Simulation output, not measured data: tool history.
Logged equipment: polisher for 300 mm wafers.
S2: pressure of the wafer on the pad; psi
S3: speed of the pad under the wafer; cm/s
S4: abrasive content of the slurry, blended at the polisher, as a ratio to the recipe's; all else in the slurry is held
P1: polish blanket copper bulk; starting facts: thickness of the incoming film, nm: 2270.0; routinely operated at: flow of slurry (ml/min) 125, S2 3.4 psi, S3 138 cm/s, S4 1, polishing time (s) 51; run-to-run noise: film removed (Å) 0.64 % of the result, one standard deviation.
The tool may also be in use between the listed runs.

Run 1, day 0.292: flow of slurry (ml/min) 125, S2 3.4 psi, S3 138 cm/s, S4 1, polishing time (s) 51. Result: film removed (Å) 8232.4.
Run 2, day 0.717: flow of slurry (ml/min) 125, S2 3.4 psi, S3 138 cm/s, S4 1, polishing time (s) 51. Result: film removed (Å) 8257.7.
Run 3, day 1.271: flow of slurry (ml/min) 125, S2 5.3 psi, S3 202 cm/s, S4 1, polishing time (s) 51. Result: film removed (Å) 18712.
Run 4, day 1.796: flow of slurry (ml/min) 125, S2 3.4 psi, S3 76 cm/s, S4 1, polishing time (s) 51. Result: film removed (Å) 4509.7.
Run 5, day 2.288: flow of slurry (ml/min) 125, S2 3.4 psi, S3 138 cm/s, S4 1, polishing time (s) 36. Result: film removed (Å) 5799.2.
Run 6, day 2.671: flow of slurry (ml/min) 125, S2 3.4 psi, S3 138 cm/s, S4 1, polishing time (s) 51. Result: film removed (Å) 8101.3.
Run 7, day 3.129: flow of slurry (ml/min) 200, S2 3.4 psi, S3 138 cm/s, S4 1, polishing time (s) 51. Result: film removed (Å) 8825.7.
Run 8, day 3.5: flow of slurry (ml/min) 125, S2 3.4 psi, S3 138 cm/s, S4 1.3, polishing time (s) 51. Result: film removed (Å) 8663.
Run 9, day 3.962: flow of slurry (ml/min) 125, S2 3.4 psi, S3 138 cm/s, S4 1, polishing time (s) 76. Result: film removed (Å) 12295.
Run 10, day 4.458: flow of slurry (ml/min) 125, S2 4.9 psi, S3 138 cm/s, S4 1, polishing time (s) 51. Result: film removed (Å) 11955.
Run 11, day 4.958: flow of slurry (ml/min) 125, S2 3.4 psi, S3 210 cm/s, S4 1, polishing time (s) 51. Result: film removed (Å) 12658.
At day 5.004: slurry nozzle cleaned.
Run 12, day 5.462: flow of slurry (ml/min) 125, S2 3.4 psi, S3 138 cm/s, S4 1, polishing time (s) 51. Result: film removed (Å) 8258.2.
Run 13, day 5.933: flow of slurry (ml/min) 75, S2 3.4 psi, S3 138 cm/s, S4 1, polishing time (s) 51. Result: film removed (Å) 7187.8.
Run 14, day 6.308: flow of slurry (ml/min) 125, S2 3.4 psi, S3 138 cm/s, S4 0.7, polishing time (s) 51. Result: film removed (Å) 7691.6.
Run 15, day 6.654: flow of slurry (ml/min) 125, S2 1.5 psi, S3 138 cm/s, S4 1, polishing time (s) 51. Result: film removed (Å) 3601.5.
Run 16, day 6.962: flow of slurry (ml/min) 125, S2 3.4 psi, S3 138 cm/s, S4 1, polishing time (s) 51. Result: film removed (Å) 8265.7.
Run 17, day 7.288: flow of slurry (ml/min) 125, S2 3.4 psi, S3 138 cm/s, S4 1, polishing time (s) 51. Result: film removed (Å) 8121.8.
Run 18, day 7.654: flow of slurry (ml/min) 125, S2 3.4 psi, S3 138 cm/s, S4 1, polishing time (s) 51. Result: film removed (Å) 8262.3.
Run 19, day 8.038: flow of slurry (ml/min) 125, S2 3.4 psi, S3 138 cm/s, S4 1, polishing time (s) 51. Result: film removed (Å) 8021.6.
Run 20, day 8.3: flow of slurry (ml/min) 125, S2 3.4 psi, S3 138 cm/s, S4 1, polishing time (s) 51. Result: film removed (Å) 7887.4.
Run 21, day 8.742: flow of slurry (ml/min) 125, S2 3.4 psi, S3 138 cm/s, S4 1, polishing time (s) 51. Result: film removed (Å) 7827.
Run 22, day 9.146: flow of slurry (ml/min) 125, S2 3.4 psi, S3 138 cm/s, S4 1, polishing time (s) 51. Result: film removed (Å) 7684.8.

What does the tool deliver on the next run?
At day 9.229: head pressure recalibrated.
Run 23, day 9.621: flow of slurry (ml/min) 125, S2 3.4 psi, S3 138 cm/s, S4 1, polishing time (s) 51. Result: film removed (Å) ?.

{"run 23": {"film removed (Å)": 7662.2}}

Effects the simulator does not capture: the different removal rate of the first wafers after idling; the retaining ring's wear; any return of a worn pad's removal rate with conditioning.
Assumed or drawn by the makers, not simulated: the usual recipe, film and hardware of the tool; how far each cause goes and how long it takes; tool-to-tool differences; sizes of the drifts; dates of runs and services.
